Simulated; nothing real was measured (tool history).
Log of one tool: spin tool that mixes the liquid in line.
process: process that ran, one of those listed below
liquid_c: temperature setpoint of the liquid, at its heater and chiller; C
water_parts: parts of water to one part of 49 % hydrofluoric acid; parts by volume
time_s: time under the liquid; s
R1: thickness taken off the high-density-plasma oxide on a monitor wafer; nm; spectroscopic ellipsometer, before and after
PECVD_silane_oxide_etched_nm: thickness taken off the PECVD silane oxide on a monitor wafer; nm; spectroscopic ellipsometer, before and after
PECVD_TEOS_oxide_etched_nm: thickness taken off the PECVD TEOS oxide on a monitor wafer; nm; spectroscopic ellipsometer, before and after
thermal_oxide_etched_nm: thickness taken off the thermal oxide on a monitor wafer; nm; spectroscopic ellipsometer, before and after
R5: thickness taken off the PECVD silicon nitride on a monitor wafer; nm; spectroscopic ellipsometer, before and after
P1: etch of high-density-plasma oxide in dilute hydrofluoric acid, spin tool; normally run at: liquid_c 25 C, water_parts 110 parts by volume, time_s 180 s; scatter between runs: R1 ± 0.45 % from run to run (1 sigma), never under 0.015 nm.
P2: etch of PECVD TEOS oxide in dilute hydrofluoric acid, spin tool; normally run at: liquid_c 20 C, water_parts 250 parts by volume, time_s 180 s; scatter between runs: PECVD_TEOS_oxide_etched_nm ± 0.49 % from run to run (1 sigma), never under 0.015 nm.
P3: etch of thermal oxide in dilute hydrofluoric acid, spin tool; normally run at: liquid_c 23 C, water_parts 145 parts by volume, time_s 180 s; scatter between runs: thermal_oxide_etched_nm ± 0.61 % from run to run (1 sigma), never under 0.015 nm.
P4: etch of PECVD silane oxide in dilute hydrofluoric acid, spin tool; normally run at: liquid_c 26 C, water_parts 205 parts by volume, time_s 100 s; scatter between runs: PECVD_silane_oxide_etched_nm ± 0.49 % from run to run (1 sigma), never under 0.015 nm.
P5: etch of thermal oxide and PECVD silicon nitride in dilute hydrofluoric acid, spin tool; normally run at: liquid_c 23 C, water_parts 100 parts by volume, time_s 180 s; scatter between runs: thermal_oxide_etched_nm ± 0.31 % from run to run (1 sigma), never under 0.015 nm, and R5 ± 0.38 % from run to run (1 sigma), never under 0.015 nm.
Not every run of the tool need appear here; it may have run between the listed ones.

Run 1, hour 9.6: process P1, liquid_c 25 C, water_parts 110 parts by volume, time_s 180 s. Result: R1 8.3384 nm.
Run 2, hour 16: process P4, liquid_c 26 C, water_parts 205 parts by volume, time_s 100 s. Result: PECVD_silane_oxide_etched_nm 9.5566 nm.
Run 3, hour 26.7: process P2, liquid_c 28 C, water_parts 250 parts by volume, time_s 180 s. Result: PECVD_TEOS_oxide_etched_nm 9.3584 nm.
Run 4, hour 38.4: process P1, liquid_c 19 C, water_parts 110 parts by volume, time_s 180 s. Result: R1 6.6032 nm.
Run 5, hour 45.6: process P4, liquid_c 26 C, water_parts 120 parts by volume, time_s 100 s. Result: PECVD_silane_oxide_etched_nm 17.916 nm.
Run 6, hour 54.7: process P2, liquid_c 20 C, water_parts 250 parts by volume, time_s 90 s. Result: PECVD_TEOS_oxide_etched_nm 3.4541 nm.
Run 7, hour 67.1: process P4, liquid_c 32.5 C, water_parts 205 parts by volume, time_s 100 s. Result: PECVD_silane_oxide_etched_nm 11.975 nm.
Run 8, hour 74: process P4, liquid_c 26 C, water_parts 205 parts by volume, time_s 160 s. Result: PECVD_silane_oxide_etched_nm 15.356 nm.
Run 9, hour 85.9: process P1, liquid_c 25 C, water_parts 110 parts by volume, time_s 180 s. Result: R1 8.3775 nm.
Run 10, hour 93.7: process P1, liquid_c 25 C, water_parts 30 parts by volume, time_s 180 s. Result: R1 33.968 nm.
Run 11, hour 100.1: process P5, liquid_c 23 C, water_parts 100 parts by volume, time_s 180 s. Result: thermal_oxide_etched_nm 7.9638 nm, R5 9.4945 nm.
Run 12, hour 106.7: process P2, liquid_c 20 C, water_parts 250 parts by volume, time_s 180 s. Result: PECVD_TEOS_oxide_etched_nm 7.0107 nm.
Run 13, hour 113.7: process P1, liquid_c 25 C, water_parts 110 parts by volume, time_s 275 s. Result: R1 12.747 nm.
Run 14, hour 120.7: process P3, liquid_c 23 C, water_parts 145 parts by volume, time_s 180 s. Result: thermal_oxide_etched_nm 5.5654 nm.
Run 15, hour 133.2: process P2, liquid_c 20 C, water_parts 250 parts by volume, time_s 180 s. Result: PECVD_TEOS_oxide_etched_nm 7.0205 nm.
Run 16, hour 144.7: process P3, liquid_c 29.5 C, water_parts 145 parts by volume, time_s 180 s. Result: thermal_oxide_etched_nm 7.1177 nm.
Run 17, hour 157.5: process P1, liquid_c 25 C, water_parts 110 parts by volume, time_s 180 s. Result: R1 8.4336 nm.
Run 18, hour 163.6: process P3, liquid_c 23 C, water_parts 145 parts by volume, time_s 180 s. Result: thermal_oxide_etched_nm 5.5765 nm.
Run 19, hour 171: process P1, liquid_c 25 C, water_parts 30 parts by volume, time_s 280 s. Result: R1 52.957 nm.
At hour 177.3: hydrofluoric acid flow meter replaced.
Run 20, hour 180.8: process P5, liquid_c 17 C, water_parts 100 parts by volume, time_s 180 s. Result: thermal_oxide_etched_nm 6.2542 nm, R5 6.2512 nm.
At hour 187.2: thermometer replaced.
Run 21, hour 193.8: process P5, liquid_c 23 C, water_parts 100 parts by volume, time_s 180 s. Result: thermal_oxide_etched_nm 7.9534 nm, R5 9.3938 nm.
Run 22, hour 200.7: process P1, liquid_c 20 C, water_parts 180 parts by volume, time_s 180 s. Result: R1 3.9061 nm.
Run 23, hour 208.7: process P1, liquid_c 25 C, water_parts 110 parts by volume, time_s 95 s. Result: R1 4.3875 nm.
Run 24, hour 219.9: process P5, liquid_c 23 C, water_parts 100 parts by volume, time_s 285 s. Result: thermal_oxide_etched_nm 12.697 nm, R5 15.019 nm.
Run 25, hour 228.2: process P1, liquid_c 30.5 C, water_parts 110 parts by volume, time_s 180 s. Result: R1 10.254 nm.
Run 26, hour 234.9: process P2, liquid_c 20 C, water_parts 95 parts by volume, time_s 180 s. Result: PECVD_TEOS_oxide_etched_nm 21.618 nm.
Run 27, hour 243.4: process P3, liquid_c 23 C, water_parts 250 parts by volume, time_s 180 s. Result: thermal_oxide_etched_nm 2.8892 nm.
Run 28, hour 253.6: process P1, liquid_c 25 C, water_parts 110 parts by volume, time_s 180 s. Result: R1 8.3743 nm.
Run 29, hour 265.5: process P5, liquid_c 23 C, water_parts 55 parts by volume, time_s 180 s. Result: thermal_oxide_etched_nm 15.399 nm, R5 16.94 nm.
Run 30, hour 272.8: process P3, liquid_c 23 C, water_parts 145 parts by volume, time_s 290 s. Result: thermal_oxide_etched_nm 8.9932 nm.
Run 31, hour 283.1: process P1, liquid_c 25 C, water_parts 195 parts by volume, time_s 180 s. Result: R1 4.254 nm.
Run 32, hour 289: process P1, liquid_c 25 C, water_parts 110 parts by volume, time_s 180 s. Result: R1 8.4157 nm.
Run 33, hour 300.9: process P1, liquid_c 25 C, water_parts 110 parts by volume, time_s 180 s. Result: R1 8.4694 nm.
Run 34, hour 313.1: process P1, liquid_c 25 C, water_parts 110 parts by volume, time_s 180 s. Result: R1 8.5658 nm.
Run 35, hour 324.6: process P1, liquid_c 25 C, water_parts 110 parts by volume, time_s 180 s. Result: R1 8.692 nm.
Run 36, hour 337.7: process P1, liquid_c 25 C, water_parts 110 parts by volume, time_s 180 s. Result: R1 8.8204 nm.
Run 37, hour 349.4: process P1, liquid_c 25 C, water_parts 110 parts by volume, time_s 180 s. Result: R1 8.8962 nm.
Run 38, hour 358.8: process P1, liquid_c 25 C, water_parts 110 parts by volume, time_s 180 s. Result: R1 8.8715 nm.
Run 39, hour 370.2: process P1, liquid_c 25 C, water_parts 110 parts by volume, time_s 180 s. Result: R1 8.9308 nm.
Run 40, hour 377.9: process P1, liquid_c 25 C, water_parts 110 parts by volume, time_s 180 s. Result: R1 8.9415 nm.
Run 41, hour 390.2: process P1, liquid_c 25 C, water_parts 110 parts by volume, time_s 180 s. Result: R1 8.8495 nm.
Run 42, hour 402.8: process P1, liquid_c 25 C, water_parts 110 parts by volume, time_s 180 s. Result: R1 8.9439 nm.

Compared with where it was, what P1 gives has crept away. Each cause listed below fits the log as well as the rest, at the size given for it:
A: hydrofluoric acid flow above the setpoint (%) = 5.75
B: liquid hotter than its thermometer reads (K) = 1.64
The process output started creeping at around hour 300.9.

The check runs listed below each take one wafer, and their results are still question marks. Under which run would the listed causes lead to clearly different results?
Run check 1, hour 415.4: process P2, liquid_c 20 C, water_parts 250 parts by volume, time_s 180 s. Result: PECVD_TEOS_oxide_etched_nm ?.
Run check 2, hour 415.4: process P4, liquid_c 26 C, water_parts 205 parts by volume, time_s 100 s. Result: PECVD_silane_oxide_etched_nm ?.
Run check 3, hour 415.4: process P5, liquid_c 23 C, water_parts 100 parts by volume, time_s 180 s. Result: thermal_oxide_etched_nm ?, R5 ?.
Run check 4, hour 415.4: process P3, liquid_c 23 C, water_parts 145 parts by volume, time_s 180 s. Result: thermal_oxide_etched_nm ?.

What each check would give under each cause:
  check                        result    if A    if B
check 1    PECVD_TEOS_oxide_etched_nm  7.4679  7.4105
check 2  PECVD_silane_oxide_etched_nm  10.231   10.13
check 3       thermal_oxide_etched_nm  8.4903  8.5123
check 3                            R5  9.9987  10.545
check 4       thermal_oxide_etched_nm  5.9461  5.9357
Per check, the gap between the least separated pair of causes, taken in the result that splits them most: check 1 0.77 %; check 2 0.99 %; check 3 5.32 %; check 4 0.18 %
The causes can be told apart only by check 3. The other checks would give nearly the same results under each of them.

Then check 3 was run and gave: thermal_oxide_etched_nm 8.5196 nm; R5 10.612 nm. Which cause is it?

The cause is B: liquid hotter than its thermometer reads (K).

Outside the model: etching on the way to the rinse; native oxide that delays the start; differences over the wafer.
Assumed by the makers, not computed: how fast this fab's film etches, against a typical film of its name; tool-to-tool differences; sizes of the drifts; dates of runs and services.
